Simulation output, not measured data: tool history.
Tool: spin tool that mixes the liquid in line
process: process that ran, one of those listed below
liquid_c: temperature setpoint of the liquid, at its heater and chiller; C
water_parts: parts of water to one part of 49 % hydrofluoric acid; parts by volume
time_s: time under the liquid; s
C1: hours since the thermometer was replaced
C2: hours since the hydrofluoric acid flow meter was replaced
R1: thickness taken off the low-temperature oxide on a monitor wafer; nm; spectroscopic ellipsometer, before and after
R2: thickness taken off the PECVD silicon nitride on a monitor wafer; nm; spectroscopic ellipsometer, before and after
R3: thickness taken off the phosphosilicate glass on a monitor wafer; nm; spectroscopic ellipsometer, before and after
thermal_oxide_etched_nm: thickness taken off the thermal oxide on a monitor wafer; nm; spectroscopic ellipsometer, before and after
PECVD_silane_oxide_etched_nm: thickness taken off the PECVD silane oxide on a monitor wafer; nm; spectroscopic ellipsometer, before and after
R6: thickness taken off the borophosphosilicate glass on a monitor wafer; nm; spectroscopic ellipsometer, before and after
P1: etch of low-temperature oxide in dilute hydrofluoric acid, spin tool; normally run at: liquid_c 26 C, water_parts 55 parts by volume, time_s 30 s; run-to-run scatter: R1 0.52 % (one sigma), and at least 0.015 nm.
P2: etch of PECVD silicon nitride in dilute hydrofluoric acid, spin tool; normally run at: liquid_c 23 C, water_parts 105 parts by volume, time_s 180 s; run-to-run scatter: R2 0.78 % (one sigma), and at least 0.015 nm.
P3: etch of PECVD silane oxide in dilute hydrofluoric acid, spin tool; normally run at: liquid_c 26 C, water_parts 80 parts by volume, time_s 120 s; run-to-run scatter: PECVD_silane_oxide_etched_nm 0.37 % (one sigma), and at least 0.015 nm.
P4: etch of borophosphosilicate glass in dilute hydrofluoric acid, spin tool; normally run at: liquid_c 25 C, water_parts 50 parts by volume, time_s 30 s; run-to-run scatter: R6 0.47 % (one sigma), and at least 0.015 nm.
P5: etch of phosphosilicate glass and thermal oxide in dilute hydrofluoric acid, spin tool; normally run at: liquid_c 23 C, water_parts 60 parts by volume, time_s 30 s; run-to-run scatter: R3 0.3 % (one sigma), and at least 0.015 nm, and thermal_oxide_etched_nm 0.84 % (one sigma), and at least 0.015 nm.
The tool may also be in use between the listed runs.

Run 1, hour 14.5: process P1, liquid_c 26 C, water_parts 55 parts by volume, time_s 30 s; C1 1692.7; C2 293.9. Result: R1 22.257 nm.
Run 2, hour 22.9: process P2, liquid_c 23 C, water_parts 105 parts by volume, time_s 180 s; C1 1701.1; C2 302.3. Result: R2 3.622 nm.
Run 3, hour 38.1: process P5, liquid_c 23 C, water_parts 60 parts by volume, time_s 30 s; C1 1716.3; C2 317.5. Result: R3 47.332 nm, thermal_oxide_etched_nm 2.3868 nm.
Run 4, hour 54.1: process P1, liquid_c 26 C, water_parts 55 parts by volume, time_s 30 s; C1 1732.3; C2 333.5. Result: R1 22.054 nm.
Run 5, hour 65.1: process P1, liquid_c 26 C, water_parts 55 parts by volume, time_s 15 s; C1 1743.3; C2 344.5. Result: R1 11.051 nm.
Run 6, hour 79.7: process P1, liquid_c 26 C, water_parts 55 parts by volume, time_s 30 s; C1 1757.9; C2 359.1. Result: R1 22.133 nm.
Run 7, hour 91.3: process P1, liquid_c 26 C, water_parts 55 parts by volume, time_s 30 s; C1 1769.5; C2 370.7. Result: R1 22.283 nm.
Run 8, hour 105.7: process P3, liquid_c 26 C, water_parts 80 parts by volume, time_s 120 s; C1 1783.9; C2 385.1. Result: PECVD_silane_oxide_etched_nm 25.002 nm.
Run 9, hour 118.5: process P1, liquid_c 26 C, water_parts 80 parts by volume, time_s 30 s; C1 1796.7; C2 397.9. Result: R1 14.703 nm.
Run 10, hour 129.9: process P1, liquid_c 26 C, water_parts 55 parts by volume, time_s 30 s; C1 1808.1; C2 409.3. Result: R1 22.305 nm.
Run 11, hour 142.3: process P4, liquid_c 25 C, water_parts 20 parts by volume, time_s 30 s; C1 1820.5; C2 421.7. Result: R6 65.414 nm.
Run 12, hour 154.5: process P3, liquid_c 26 C, water_parts 80 parts by volume, time_s 175 s; C1 1832.7; C2 433.9. Result: PECVD_silane_oxide_etched_nm 36.24 nm.
Run 13, hour 167.3: process P2, liquid_c 18 C, water_parts 105 parts by volume, time_s 180 s; C1 1845.5; C2 446.7. Result: R2 2.5925 nm.
Run 14, hour 179: process P2, liquid_c 23 C, water_parts 35 parts by volume, time_s 180 s; C1 1857.2; C2 458.4. Result: R2 10.732 nm.
Run 15, hour 193.3: process P4, liquid_c 25 C, water_parts 50 parts by volume, time_s 60 s; C1 1871.5; C2 472.7. Result: R6 50.312 nm.
Run 16, hour 208: process P5, liquid_c 30 C, water_parts 60 parts by volume, time_s 30 s; C1 1886.2; C2 487.4. Result: R3 62.488 nm, thermal_oxide_etched_nm 3.1142 nm.
Run 17, hour 217.6: process P4, liquid_c 25 C, water_parts 50 parts by volume, time_s 30 s; C1 1895.8; C2 497. Result: R6 25.02 nm.
Run 18, hour 225.6: process P1, liquid_c 18 C, water_parts 55 parts by volume, time_s 30 s; C1 1903.8; C2 505. Result: R1 15.926 nm.
Run 19, hour 239.9: process P3, liquid_c 19.5 C, water_parts 80 parts by volume, time_s 120 s; C1 1918.1; C2 519.3. Result: PECVD_silane_oxide_etched_nm 19.171 nm.
Run 20, hour 248.1: process P1, liquid_c 34 C, water_parts 35 parts by volume, time_s 30 s; C1 1926.3; C2 527.5. Result: R1 49.459 nm.
Run 21, hour 258.2: process P3, liquid_c 26 C, water_parts 45 parts by volume, time_s 120 s; C1 1936.4; C2 537.6. Result: PECVD_silane_oxide_etched_nm 46.595 nm.
Run 22, hour 270.9: process P1, liquid_c 26 C, water_parts 55 parts by volume, time_s 30 s; C1 1949.1; C2 550.3. Result: R1 22.052 nm.
Run 23, hour 279.4: process P5, liquid_c 23 C, water_parts 60 parts by volume, time_s 30 s; C1 1957.6; C2 558.8. Result: R3 47.047 nm, thermal_oxide_etched_nm 2.3352 nm.
Run 24, hour 292.6: process P1, liquid_c 26 C, water_parts 55 parts by volume, time_s 50 s; C1 1970.8; C2 572. Result: R1 37.034 nm.
Run 25, hour 300.1: process P5, liquid_c 23 C, water_parts 60 parts by volume, time_s 50 s; C1 1978.3; C2 579.5. Result: R3 78.812 nm, thermal_oxide_etched_nm 3.9509 nm.
Run 26, hour 312.5: process P1, liquid_c 19.5 C, water_parts 20 parts by volume, time_s 30 s; C1 1990.7; C2 591.9. Result: R1 48.526 nm.
Run 27, hour 320.1: process P1, liquid_c 34 C, water_parts 55 parts by volume, time_s 30 s; C1 1998.3; C2 599.5. Result: R1 30.339 nm.
Run 28, hour 335.9: process P1, liquid_c 26 C, water_parts 25 parts by volume, time_s 30 s; C1 2014.1; C2 615.3. Result: R1 50.955 nm.
Run 29, hour 348.5: process P5, liquid_c 23 C, water_parts 95 parts by volume, time_s 30 s; C1 2026.7; C2 627.9. Result: R3 28.545 nm, thermal_oxide_etched_nm 1.4823 nm.
Run 30, hour 364.5: process P4, liquid_c 32.5 C, water_parts 50 parts by volume, time_s 30 s; C1 2042.7; C2 643.9. Result: R6 33.587 nm.
Run 31, hour 376.4: process P2, liquid_c 23 C, water_parts 105 parts by volume, time_s 345 s; C1 2054.6; C2 655.8. Result: R2 6.9563 nm.
Run 32, hour 386.1: process P1, liquid_c 26 C, water_parts 55 parts by volume, time_s 30 s; C1 2064.3; C2 665.5. Result: R1 22.078 nm.
Run 33, hour 401.3: process P1, liquid_c 26 C, water_parts 55 parts by volume, time_s 30 s; C1 2079.5; C2 680.7. Result: R1 22.849 nm.
Run 34, hour 412.7: process P1, liquid_c 26 C, water_parts 55 parts by volume, time_s 30 s; C1 2090.9; C2 692.1. Result: R1 23.13 nm.
Run 35, hour 426.1: process P1, liquid_c 26 C, water_parts 55 parts by volume, time_s 30 s; C1 2104.3; C2 705.5. Result: R1 23.572 nm.
Run 36, hour 438.8: process P1, liquid_c 26 C, water_parts 55 parts by volume, time_s 30 s; C1 2117; C2 718.2. Result: R1 23.496 nm.
Run 37, hour 450: process P1, liquid_c 26 C, water_parts 55 parts by volume, time_s 30 s; C1 2128.2; C2 729.4. Result: R1 23.581 nm.
Run 38, hour 458.8: process P1, liquid_c 26 C, water_parts 55 parts by volume, time_s 30 s; C1 2137; C2 738.2. Result: R1 23.726 nm.

Run 39 comes next. What will it give?
Run 39, hour 473.8: process P1, liquid_c 26 C, water_parts 55 parts by volume, time_s 30 s; C1 2152; C2 753.2. Result: R1 ?.

R1: 23.71 nm
